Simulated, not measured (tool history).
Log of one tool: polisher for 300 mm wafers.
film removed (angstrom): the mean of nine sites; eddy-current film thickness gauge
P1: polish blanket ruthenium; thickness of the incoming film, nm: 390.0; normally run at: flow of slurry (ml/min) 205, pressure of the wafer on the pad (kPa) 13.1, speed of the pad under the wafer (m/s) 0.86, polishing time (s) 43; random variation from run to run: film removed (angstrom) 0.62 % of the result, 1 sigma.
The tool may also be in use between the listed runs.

run   hour  flow of slurry (ml/min)  pressure of the wafer on the pad (kPa)  speed of the pad under the wafer (m/s)  polishing time (s)  film removed (angstrom)
  1   16.0                      205                                    13.1                                    0.86                  43                   386.65
  2   32.5                      205                                    13.1                                    0.86                  21                   189.22
  3   43.5                      205                                    13.1                                    0.86                  43                   388.54
  4   55.6                      205                                    13.1                                    1.22                  43                   550.42
  5   64.8                      205                                    13.1                                    0.86                  43                   388.40
  6   76.4                      315                                    13.1                                    0.86                  43                   405.08
  7   87.8                      305                                    13.1                                    1.24                  43                   583.12
      89.9  -- head pressure recalibrated
  8  103.8                      205                                    13.1                                    0.86                  65                   580.21
  9  121.1                      205                                    13.1                                    0.60                  43                   269.33
 10  131.3                      205                                     8.3                                    0.86                  43                   243.82
 11  145.4                      205                                    13.1                                    0.86                  43                   388.76
 12  159.5                      205                                    19.3                                    0.86                  43                   568.47
 13  169.9                      205                                     6.2                                    1.32                  43                   280.52
 14  180.2                      205                                    13.1                                    0.86                  43                   388.28
 15  191.2                      125                                    13.1                                    0.86                  43                   357.41
 16  205.5                      205                                    13.1                                    0.86                  43                   383.44
 17  221.3                      205                                    13.1                                    0.86                  43                   378.13
 18  237.4                      205                                    13.1                                    0.86                  43                   376.78
 19  247.4                      205                                    13.1                                    0.86                  43                   369.92
     258.2  -- head pressure recalibrated
 20  264.9                      205                                    13.1                                    0.86                  43                   367.71
 21  278.9                      205                                    13.1                                    0.86                  43                   366.26

The next listed run, before its measurement:
 22  293.4                      205                                    13.1                                    0.86                  43                        ?

{"run 22": {"film removed (angstrom)": 364.05}}
